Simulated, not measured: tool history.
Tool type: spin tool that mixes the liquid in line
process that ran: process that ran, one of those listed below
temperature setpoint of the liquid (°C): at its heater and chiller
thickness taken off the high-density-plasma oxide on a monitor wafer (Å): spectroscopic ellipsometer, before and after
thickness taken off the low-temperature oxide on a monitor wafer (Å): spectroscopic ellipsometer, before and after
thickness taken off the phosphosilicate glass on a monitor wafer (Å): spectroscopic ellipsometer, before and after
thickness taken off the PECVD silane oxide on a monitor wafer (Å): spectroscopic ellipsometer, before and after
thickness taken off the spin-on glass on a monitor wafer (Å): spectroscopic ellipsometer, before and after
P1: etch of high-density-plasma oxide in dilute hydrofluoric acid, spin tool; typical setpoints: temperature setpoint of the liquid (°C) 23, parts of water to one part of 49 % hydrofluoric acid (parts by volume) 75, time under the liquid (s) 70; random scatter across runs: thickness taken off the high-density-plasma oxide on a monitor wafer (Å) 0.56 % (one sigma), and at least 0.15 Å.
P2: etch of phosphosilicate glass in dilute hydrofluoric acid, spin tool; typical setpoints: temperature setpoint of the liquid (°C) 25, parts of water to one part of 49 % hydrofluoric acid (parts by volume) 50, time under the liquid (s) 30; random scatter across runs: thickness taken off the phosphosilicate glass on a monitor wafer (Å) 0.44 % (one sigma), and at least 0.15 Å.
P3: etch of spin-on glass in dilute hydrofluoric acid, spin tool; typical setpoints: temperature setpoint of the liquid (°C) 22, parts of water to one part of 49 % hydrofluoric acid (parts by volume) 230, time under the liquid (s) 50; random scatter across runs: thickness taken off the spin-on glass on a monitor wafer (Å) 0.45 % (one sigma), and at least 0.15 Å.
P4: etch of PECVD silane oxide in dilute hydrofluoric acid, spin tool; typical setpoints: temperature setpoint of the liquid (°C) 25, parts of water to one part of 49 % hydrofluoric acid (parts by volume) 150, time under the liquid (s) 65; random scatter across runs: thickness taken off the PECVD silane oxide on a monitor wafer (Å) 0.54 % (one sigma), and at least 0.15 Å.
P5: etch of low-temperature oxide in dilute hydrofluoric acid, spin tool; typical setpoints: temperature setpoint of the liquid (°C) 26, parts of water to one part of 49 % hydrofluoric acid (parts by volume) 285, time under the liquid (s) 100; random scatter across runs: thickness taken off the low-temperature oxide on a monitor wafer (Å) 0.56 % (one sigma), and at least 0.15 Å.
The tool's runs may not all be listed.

run	hour	process that ran	temperature setpoint of the liquid (°C)	parts of water to one part of 49 % hydrofluoric acid (parts by volume)	time under the liquid (s)	thickness taken off the high-density-plasma oxide on a monitor wafer (Å)	thickness taken off the low-temperature oxide on a monitor wafer (Å)	thickness taken off the phosphosilicate glass on a monitor wafer (Å)	thickness taken off the PECVD silane oxide on a monitor wafer (Å)	thickness taken off the spin-on glass on a monitor wafer (Å)
1	7.2	P1	23	75	70	65.665				
2	16.6	P5	26	490	100		39.029			
3	21.7	P1	23	75	25	23.448				
4	31.3	P1	31	75	70	90.06				
5	36.8	P2	25	50	30			636.92		
6	45.4	P4	25	65	65				284.14	
7	54.9	P1	23	75	70	65.492				
8	61.4	P5	30.5	285	100		95.074			
9	66	P3	22	230	50					78.307
10	74	P2	25	50	50			1067.4		
11	82.5	P3	22	230	95					147.73
12	88.6	P5	26	285	25		20.572			
13	95.2	P3	17	230	50					64.932
14	99.4	P4	25	150	15				25.492	
15	108.8	P1	23	75	130	123.11				
16	116.1	P4	29	150	65				126.91	
17	121.3	P1	23	75	70	65.268				
18	126.1	P1	23	130	70	35.465				
19	134.6	P1	30.5	75	115	145.49				
20	143.7	P3	22	230	50					78.013
21	151.7	P4	25	150	65				110.18	
22	159.9	P1	23	75	70	66.152				
23	167.6	P5	26	285	100		81.149			
24	174.4	P2	18	50	30			475.23		

Run 25 is up next; what results do you expect?
25	181.5	P2	25	25	30			?		

{"run 25": {"thickness taken off the phosphosilicate glass on a monitor wafer (Å)": 1327.5}}
